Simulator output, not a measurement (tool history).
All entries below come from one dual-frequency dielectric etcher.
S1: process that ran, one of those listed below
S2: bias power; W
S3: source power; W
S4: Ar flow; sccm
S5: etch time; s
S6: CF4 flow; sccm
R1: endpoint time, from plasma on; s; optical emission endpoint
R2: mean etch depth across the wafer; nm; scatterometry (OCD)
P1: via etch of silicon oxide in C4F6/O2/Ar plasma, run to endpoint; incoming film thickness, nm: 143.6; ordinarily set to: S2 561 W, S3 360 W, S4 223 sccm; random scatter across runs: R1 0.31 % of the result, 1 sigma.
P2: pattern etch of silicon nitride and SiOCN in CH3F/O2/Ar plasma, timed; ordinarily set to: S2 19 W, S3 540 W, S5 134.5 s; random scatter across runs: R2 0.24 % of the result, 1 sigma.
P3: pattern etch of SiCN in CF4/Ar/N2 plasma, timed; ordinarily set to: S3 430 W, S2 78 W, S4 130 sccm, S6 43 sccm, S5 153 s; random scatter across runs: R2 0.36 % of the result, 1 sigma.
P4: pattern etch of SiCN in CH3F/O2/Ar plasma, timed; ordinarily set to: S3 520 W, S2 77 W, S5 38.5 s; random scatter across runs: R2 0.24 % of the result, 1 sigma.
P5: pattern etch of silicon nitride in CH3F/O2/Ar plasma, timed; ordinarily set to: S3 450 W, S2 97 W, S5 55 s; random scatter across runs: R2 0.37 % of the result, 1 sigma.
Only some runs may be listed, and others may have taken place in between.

run,day,S1,S2,S3,S4,S5,S6,R1,R2
1,0.208,P1,561,360,223,,,31.387,
2,0.379,P5,73,450,,55,,,39.965
3,0.542,P2,19,540,,80.5,,,11.598
4,0.696,P1,561,360,223,,,31.55,
5,0.921,P4,77,520,,38.5,,,16.457
6,1.083,P3,78,430,130,153,35,,113.42
7,1.204,P1,561,360,223,,,31.493,
8,1.312,P2,19,540,,134.5,,,19.424
9,1.492,P1,561,290,223,,,33.947,
10,1.642,P5,97,450,,55,,,43.919
11,1.788,P4,77,520,,38.5,,,16.339
12,1.971,P4,77,520,,49.5,,,21.229
13,2.121,P5,97,450,,30.5,,,24.341
14,2.35,P1,561,510,223,,,27.713,
15,2.5,P1,561,360,296,,,32.421,
16,2.638,P1,561,360,223,,,31.472,
17,2.871,P1,561,230,304,,,38.17,
# day 2.996: source power generator calibrated
18,3.025,P3,78,430,177,153,43,,111.29
19,3.2,P5,97,530,,55,,,46.656
20,3.408,P2,19,730,,134.5,,,21.553
21,3.638,P2,14,540,,134.5,,,17.171
22,3.829,P5,97,450,,55,,,44.208
23,3.95,P3,78,430,130,202.5,43,,154.26
24,4.138,P1,666,360,223,,,29.428,
25,4.342,P4,77,330,,38.5,,,13.844
26,4.538,P3,60,430,130,153,43,,105.23
27,4.654,P1,346,290,223,,,40.781,
28,4.812,P1,561,360,169,,,30.482,
29,5.012,P3,78,430,130,153,43,,117.43
30,5.225,P1,561,500,305,,,29.057,
31,5.346,P3,78,510,130,153,43,,135.51
32,5.558,P2,19,540,,134.5,,,19.402
33,5.792,P1,353,360,223,,,37.36,
34,6,P4,106,520,,38.5,,,18.511
35,6.188,P1,561,360,223,,,31.577,
36,6.308,P1,561,360,223,,,31.844,
37,6.417,P1,561,360,223,,,31.676,
38,6.65,P1,561,360,223,,,31.766,
39,6.792,P1,561,360,223,,,31.816,
# day 6.933: wet clean of the chamber
40,6.983,P1,561,360,223,,,31.986,
41,7.108,P1,561,360,223,,,32.062,
# day 7.125: Ar flow controller replaced
42,7.338,P1,561,360,223,,,32.119,
43,7.512,P1,561,360,223,,,31.888,
44,7.729,P1,561,360,223,,,32.014,
45,7.85,P1,561,360,223,,,32.125,
46,8.075,P1,561,360,223,,,32.1,

The output of P1 has drifted from where it used to be. Each of the 2 causes below, taken at the size shown beside it, accounts for the log equally well:
A: source power that arrives under what is set, % = 4.38
B: bias power that arrives under what is set, % = 4.22
Creep in the process output first set in at about day 6.188.
What rules out each remaining cause:
chamber walls in a state that lowers the etch rate, %: maintenance at day 6.933, after the shift began, did not return the process to its former output
Ar flow that arrives over what is set, %: maintenance at day 7.125, after the shift began, did not return the process to its former output

Consider the 4 check runs below, whose results appear as question marks and each of which averages 2 wafers. Which one distinguishes the causes, in that each cause would give it a clearly different result?
check 1,8.3,P3,78,490,175,153,43,,?
check 2,8.3,P5,83,450,,42.5,,,?
check 3,8.3,P4,104,390,,38.5,,,?
check 4,8.3,P2,14,640,,134.5,,,?

Outcome of each check run for each possible cause:
check,result,if A,if B
check 1,R2,120.27,122.76
check 2,R2,31.624,31.682
check 3,R2,16.208,16.21
check 4,R2,17.954,17.962
How far apart the two closest causes lie, in the result that separates them most: check 1 2.05 %; check 2 0.18 %; check 3 0.01 %; check 4 0.04 %
Check 1 is the one run that separates the causes; every other check would come out nearly the same whichever cause is at work.

Check 1 has now been run. It gave: R2 122.81 nm. Which of the candidate causes is it?

Of the candidate causes, it is B: bias power that arrives under what is set, %.

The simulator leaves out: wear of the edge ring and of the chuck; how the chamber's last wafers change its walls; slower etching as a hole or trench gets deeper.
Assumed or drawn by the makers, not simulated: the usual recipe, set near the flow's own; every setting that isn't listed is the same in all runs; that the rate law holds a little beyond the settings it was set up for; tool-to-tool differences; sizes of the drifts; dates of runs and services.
